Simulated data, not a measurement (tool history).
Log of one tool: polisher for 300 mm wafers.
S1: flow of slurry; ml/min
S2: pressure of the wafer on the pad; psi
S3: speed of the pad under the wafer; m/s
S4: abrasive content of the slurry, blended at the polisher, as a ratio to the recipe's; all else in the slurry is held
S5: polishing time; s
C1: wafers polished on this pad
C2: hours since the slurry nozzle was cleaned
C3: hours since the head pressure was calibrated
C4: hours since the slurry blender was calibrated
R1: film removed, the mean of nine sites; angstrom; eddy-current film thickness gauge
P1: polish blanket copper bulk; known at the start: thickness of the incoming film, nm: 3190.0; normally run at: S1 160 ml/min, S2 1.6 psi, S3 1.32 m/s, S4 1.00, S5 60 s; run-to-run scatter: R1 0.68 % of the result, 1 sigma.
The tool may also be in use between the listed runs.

{"run": 1, "hour": 6.3, "S1": 160, "S2": 1.6, "S3": 1.32, "S4": 1.0, "S5": 60, "C1": 381, "C2": 295.6, "C3": 233.9, "C4": 136.8, "R1": 4474.7}
{"run": 2, "hour": 12.8, "S1": 160, "S2": 1.6, "S3": 1.32, "S4": 1.0, "S5": 60, "C1": 453, "C2": 302.1, "C3": 240.4, "C4": 143.3, "R1": 4501.2}
{"run": 3, "hour": 20.2, "S1": 160, "S2": 1.6, "S3": 1.32, "S4": 0.65, "S5": 60, "C1": 534, "C2": 309.5, "C3": 247.8, "C4": 150.7, "R1": 4049.0}
{"hour": 21.4, "done": "slurry nozzle cleaned"}
{"run": 4, "hour": 29.7, "S1": 160, "S2": 1.6, "S3": 1.76, "S4": 1.0, "S5": 60, "C1": 639, "C2": 8.4, "C3": 257.3, "C4": 160.2, "R1": 5953.7}
{"run": 5, "hour": 37.6, "S1": 240, "S2": 1.6, "S3": 1.32, "S4": 1.0, "S5": 60, "C1": 726, "C2": 16.3, "C3": 265.2, "C4": 168.1, "R1": 4720.9}
{"run": 6, "hour": 43.0, "S1": 160, "S2": 1.6, "S3": 1.32, "S4": 1.0, "S5": 60, "C1": 786, "C2": 21.7, "C3": 270.6, "C4": 173.5, "R1": 4465.8}
{"run": 7, "hour": 50.9, "S1": 160, "S2": 1.6, "S3": 1.32, "S4": 1.0, "S5": 60, "C1": 873, "C2": 29.6, "C3": 278.5, "C4": 181.4, "R1": 4521.9}
{"run": 8, "hour": 56.8, "S1": 160, "S2": 1.6, "S3": 1.32, "S4": 1.0, "S5": 60, "C1": 938, "C2": 35.5, "C3": 284.4, "C4": 187.3, "R1": 4475.9}
{"run": 9, "hour": 62.4, "S1": 100, "S2": 1.6, "S3": 1.32, "S4": 1.0, "S5": 60, "C1": 1000, "C2": 41.1, "C3": 290.0, "C4": 192.9, "R1": 4099.3}
{"run": 10, "hour": 67.4, "S1": 160, "S2": 1.6, "S3": 0.94, "S4": 1.0, "S5": 60, "C1": 1055, "C2": 46.1, "C3": 295.0, "C4": 197.9, "R1": 3170.6}
{"run": 11, "hour": 72.4, "S1": 160, "S2": 1.0, "S3": 1.32, "S4": 1.0, "S5": 60, "C1": 1110, "C2": 51.1, "C3": 300.0, "C4": 202.9, "R1": 2806.9}
{"run": 12, "hour": 77.9, "S1": 160, "S2": 1.6, "S3": 1.32, "S4": 1.3, "S5": 60, "C1": 1170, "C2": 56.6, "C3": 305.5, "C4": 208.4, "R1": 4704.0}
{"run": 13, "hour": 83.3, "S1": 160, "S2": 1.6, "S3": 0.68, "S4": 1.0, "S5": 44, "C1": 1230, "C2": 62.0, "C3": 310.9, "C4": 213.8, "R1": 1689.5}

Run 14 comes next. What will it give?
{"run": 14, "hour": 89.3, "S1": 160, "S2": 1.6, "S3": 1.32, "S4": 1.0, "S5": 80, "C1": 1296, "C2": 68.0, "C3": 316.9, "C4": 219.8, "R1": "?"}

R1: 6012.6 angstrom
